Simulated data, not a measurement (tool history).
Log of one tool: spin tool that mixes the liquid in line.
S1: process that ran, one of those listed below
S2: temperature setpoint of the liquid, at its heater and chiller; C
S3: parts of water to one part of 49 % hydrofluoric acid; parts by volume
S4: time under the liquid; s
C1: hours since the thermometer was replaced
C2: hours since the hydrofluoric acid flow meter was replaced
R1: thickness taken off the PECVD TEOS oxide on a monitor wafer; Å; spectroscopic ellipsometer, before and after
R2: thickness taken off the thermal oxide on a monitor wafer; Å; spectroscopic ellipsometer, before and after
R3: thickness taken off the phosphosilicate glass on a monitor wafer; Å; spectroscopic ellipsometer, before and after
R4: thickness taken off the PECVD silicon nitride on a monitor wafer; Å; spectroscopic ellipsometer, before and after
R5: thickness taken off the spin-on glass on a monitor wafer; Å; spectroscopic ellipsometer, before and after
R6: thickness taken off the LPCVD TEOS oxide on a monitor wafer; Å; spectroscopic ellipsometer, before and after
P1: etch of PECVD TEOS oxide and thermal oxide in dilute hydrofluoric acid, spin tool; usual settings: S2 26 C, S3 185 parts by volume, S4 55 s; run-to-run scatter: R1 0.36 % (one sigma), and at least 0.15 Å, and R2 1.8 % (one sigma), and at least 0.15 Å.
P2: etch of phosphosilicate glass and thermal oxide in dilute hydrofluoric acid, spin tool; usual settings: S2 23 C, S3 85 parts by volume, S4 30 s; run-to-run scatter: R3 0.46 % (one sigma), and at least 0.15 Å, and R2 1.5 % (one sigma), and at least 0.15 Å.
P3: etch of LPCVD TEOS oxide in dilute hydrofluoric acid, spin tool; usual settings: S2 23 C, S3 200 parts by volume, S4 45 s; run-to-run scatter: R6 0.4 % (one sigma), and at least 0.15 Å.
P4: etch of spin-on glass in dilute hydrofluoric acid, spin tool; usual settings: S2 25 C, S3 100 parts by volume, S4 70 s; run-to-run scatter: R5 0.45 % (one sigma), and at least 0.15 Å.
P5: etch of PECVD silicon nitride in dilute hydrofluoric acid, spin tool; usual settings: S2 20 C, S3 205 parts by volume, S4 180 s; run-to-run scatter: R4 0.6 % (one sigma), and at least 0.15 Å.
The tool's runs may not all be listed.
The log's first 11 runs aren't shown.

run,hour,S1,S2,S3,S4,C1,C2,R1,R2,R3,R4,R5,R6
12,73.2,P1,26,95,55,718.8,1132.6,144.1,31.01,,,,
13,80,P4,31.5,100,70,725.6,1139.4,,,,,195.8,
# hour 84.5: thermometer replaced
14,86.6,P3,28.5,200,45,2.2,1146,,,,,,89.896
15,94.7,P4,25,100,30,10.3,1154.1,,,,,65.291,
16,100.3,P1,19,185,55,15.9,1159.7,50.973,10.878,,,,
17,107.2,P1,26,185,15,22.8,1166.6,18.089,3.9131,,,,
18,115.3,P3,23,90,45,30.9,1174.7,,,,,,183.72
19,124.6,P4,25,100,70,40.2,1184,,,,,153.09,
20,134.6,P1,26,275,15,50.2,1194,10.983,2.4538,,,,
21,140.8,P3,23,200,45,56.4,1200.2,,,,,,73.245
22,148.5,P5,20,60,180,64.1,1207.9,,,,134.29,,
23,154.1,P2,28,85,30,69.7,1213.5,,20.278,367.8,,,
24,159.4,P4,25,175,70,75,1218.8,,,,,79.018,
25,165.6,P3,23,200,45,81.2,1225,,,,,,73.398
# hour 173: hydrofluoric acid flow meter replaced
26,174,P2,23,150,30,89.6,1.1,,8.3183,158.02,,,
27,179.9,P1,26,185,55,95.5,7,66.032,14.535,,,,
28,189.3,P5,20,205,330,104.9,16.4,,,,73.165,,
29,199.6,P1,26,185,55,115.2,26.7,66.288,14.033,,,,
30,204.1,P1,26,185,55,119.7,31.2,66.045,14.426,,,,
31,211,P3,23,200,75,126.6,38.1,,,,,,121.91
32,221.2,P1,26,185,55,136.8,48.3,66.417,13.768,,,,
33,228.6,P1,26,185,55,144.2,55.7,64.074,13.858,,,,
34,233.1,P1,26,185,55,148.7,60.2,63.393,13.603,,,,
35,242.9,P1,26,185,55,158.5,70,62.71,13.487,,,,
36,247.5,P1,26,185,55,163.1,74.6,62.406,12.964,,,,

Forecast run 37:
37,257.2,P1,26,185,55,172.8,84.3,?,?,,,,

{"run 37": {"R1": 61.765, "R2": 13.537}}
